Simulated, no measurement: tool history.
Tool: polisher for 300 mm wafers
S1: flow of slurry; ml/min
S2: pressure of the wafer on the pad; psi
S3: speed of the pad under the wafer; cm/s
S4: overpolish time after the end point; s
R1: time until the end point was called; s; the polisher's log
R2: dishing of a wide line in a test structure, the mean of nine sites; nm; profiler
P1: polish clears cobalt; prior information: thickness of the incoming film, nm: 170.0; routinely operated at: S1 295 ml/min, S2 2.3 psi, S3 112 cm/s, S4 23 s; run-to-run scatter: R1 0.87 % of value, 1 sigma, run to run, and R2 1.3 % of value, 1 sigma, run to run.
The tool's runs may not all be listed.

Run 1, hour 4.1: S1 295 ml/min, S2 2.3 psi, S3 112 cm/s, S4 23 s. Result: R1 24.965 s, R2 72.581 nm.
Run 2, hour 10.9: S1 295 ml/min, S2 1.6 psi, S3 112 cm/s, S4 23 s. Result: R1 35.438 s, R2 60.874 nm.
Run 3, hour 15.6: S1 295 ml/min, S2 2.3 psi, S3 112 cm/s, S4 7 s. Result: R1 24.77 s, R2 35.997 nm.
Run 4, hour 23.9: S1 435 ml/min, S2 2.3 psi, S3 112 cm/s, S4 7 s. Result: R1 23.837 s, R2 37.268 nm.
At hour 30.3: slurry nozzle cleaned.
Run 5, hour 31.7: S1 375 ml/min, S2 2.3 psi, S3 112 cm/s, S4 23 s. Result: R1 24.163 s, R2 73.95 nm.
Run 6, hour 37.7: S1 175 ml/min, S2 2.3 psi, S3 112 cm/s, S4 23 s. Result: R1 26.265 s, R2 70.84 nm.
Run 7, hour 43.1: S1 295 ml/min, S2 2.3 psi, S3 178 cm/s, S4 23 s. Result: R1 15.684 s, R2 82.36 nm.
Run 8, hour 48.2: S1 295 ml/min, S2 2.3 psi, S3 112 cm/s, S4 41 s. Result: R1 25.009 s, R2 85.62 nm.
Run 9, hour 54.1: S1 295 ml/min, S2 2.3 psi, S3 112 cm/s, S4 23 s. Result: R1 25.03 s, R2 73.019 nm.
Run 10, hour 59: S1 295 ml/min, S2 2.3 psi, S3 112 cm/s, S4 23 s. Result: R1 24.209 s, R2 73.452 nm.
Run 11, hour 67: S1 295 ml/min, S2 2.3 psi, S3 112 cm/s, S4 23 s. Result: R1 24.875 s, R2 75.241 nm.
Run 12, hour 71.4: S1 295 ml/min, S2 3.2 psi, S3 112 cm/s, S4 23 s. Result: R1 17.587 s, R2 83.294 nm.
Run 13, hour 78: S1 425 ml/min, S2 2.3 psi, S3 112 cm/s, S4 9 s. Result: R1 23.848 s, R2 44.164 nm.
Run 14, hour 85.3: S1 295 ml/min, S2 2.3 psi, S3 50 cm/s, S4 23 s. Result: R1 56.304 s, R2 48.187 nm.
Run 15, hour 93.1: S1 295 ml/min, S2 2.3 psi, S3 86 cm/s, S4 35 s. Result: R1 32.152 s, R2 74.486 nm.
Run 16, hour 99.4: S1 295 ml/min, S2 2.3 psi, S3 112 cm/s, S4 23 s. Result: R1 24.957 s, R2 72.179 nm.
Run 17, hour 105.3: S1 295 ml/min, S2 2.3 psi, S3 112 cm/s, S4 23 s. Result: R1 25.133 s, R2 73.069 nm.
Run 18, hour 111.7: S1 295 ml/min, S2 2.3 psi, S3 112 cm/s, S4 23 s. Result: R1 25.725 s, R2 72.45 nm.
Run 19, hour 117.9: S1 295 ml/min, S2 2.3 psi, S3 112 cm/s, S4 23 s. Result: R1 25.826 s, R2 70.16 nm.
Run 20, hour 122.2: S1 295 ml/min, S2 2.3 psi, S3 112 cm/s, S4 23 s. Result: R1 25.875 s, R2 71.511 nm.
At hour 129.5: head pressure recalibrated.
Run 21, hour 131.1: S1 295 ml/min, S2 2.3 psi, S3 112 cm/s, S4 23 s. Result: R1 26.085 s, R2 70.682 nm.
Run 22, hour 135.5: S1 295 ml/min, S2 2.3 psi, S3 112 cm/s, S4 23 s. Result: R1 26.105 s, R2 70.175 nm.
Run 23, hour 142.3: S1 295 ml/min, S2 2.3 psi, S3 112 cm/s, S4 23 s. Result: R1 26.268 s, R2 72.102 nm.
Run 24, hour 147: S1 295 ml/min, S2 2.3 psi, S3 112 cm/s, S4 23 s. Result: R1 26.017 s, R2 72.766 nm.
Run 25, hour 153.8: S1 295 ml/min, S2 2.3 psi, S3 112 cm/s, S4 23 s. Result: R1 26.03 s, R2 72.66 nm.
Run 26, hour 160.4: S1 295 ml/min, S2 2.3 psi, S3 112 cm/s, S4 23 s. Result: R1 26.564 s, R2 70.784 nm.
Run 27, hour 166.6: S1 295 ml/min, S2 2.3 psi, S3 112 cm/s, S4 23 s. Result: R1 26.073 s, R2 73.27 nm.

What P1 gives has crept off from where it sat before. The 2 causes that follow fit the log equally well, each at the size noted:
A: removal rate lost through wear of the pad, % = 4.42
B: slurry flow missing at the pad, % = 33.2
The drift started at roughly hour 99.4.
Every other cause this tool's parts could produce, and why it does not fit the log:
head's pressure below its setpoint, %: serviced after onset, at hour 129.5, with no recovery of the prior output

Of the 4 check runs below, each run on 5 wafers with the results averaged and each result still a question mark, which one would tell the listed causes apart?
Run check 1, hour 172.8: S1 295 ml/min, S2 2.8 psi, S3 112 cm/s, S4 39 s. Result: R1 ?, R2 ?.
Run check 2, hour 172.8: S1 175 ml/min, S2 2.3 psi, S3 112 cm/s, S4 39 s. Result: R1 ?, R2 ?.
Run check 3, hour 172.8: S1 295 ml/min, S2 2.3 psi, S3 56 cm/s, S4 7 s. Result: R1 ?, R2 ?.
Run check 4, hour 172.8: S1 295 ml/min, S2 2.3 psi, S3 176 cm/s, S4 23 s. Result: R1 ?, R2 ?.

Expected result of each check under each candidate cause:
  check  result    if A    if B
check 1      R1  21.344  21.343
check 1      R2  85.611  85.612
check 2      R1  27.648  28.443
check 2      R2  82.321  81.834
check 3      R1  51.968  51.965
check 3      R2  19.735  19.736
check 4      R1  16.535  16.534
check 4      R2  81.801  81.802
Distance between the nearest two causes, measured in the result of the check that separates them most: check 1 0.01 %; check 2 2.84 %; check 3 0.01 %; check 4 0.01 %
Of the check runs offered, only check 2 discriminates between the causes; the rest would read about the same regardless of which cause applies.

The results of check 2 are: R1 27.656 s; R2 82.468 nm. Based on these, which of the listed causes is it?

It is A: removal rate lost through wear of the pad, %.
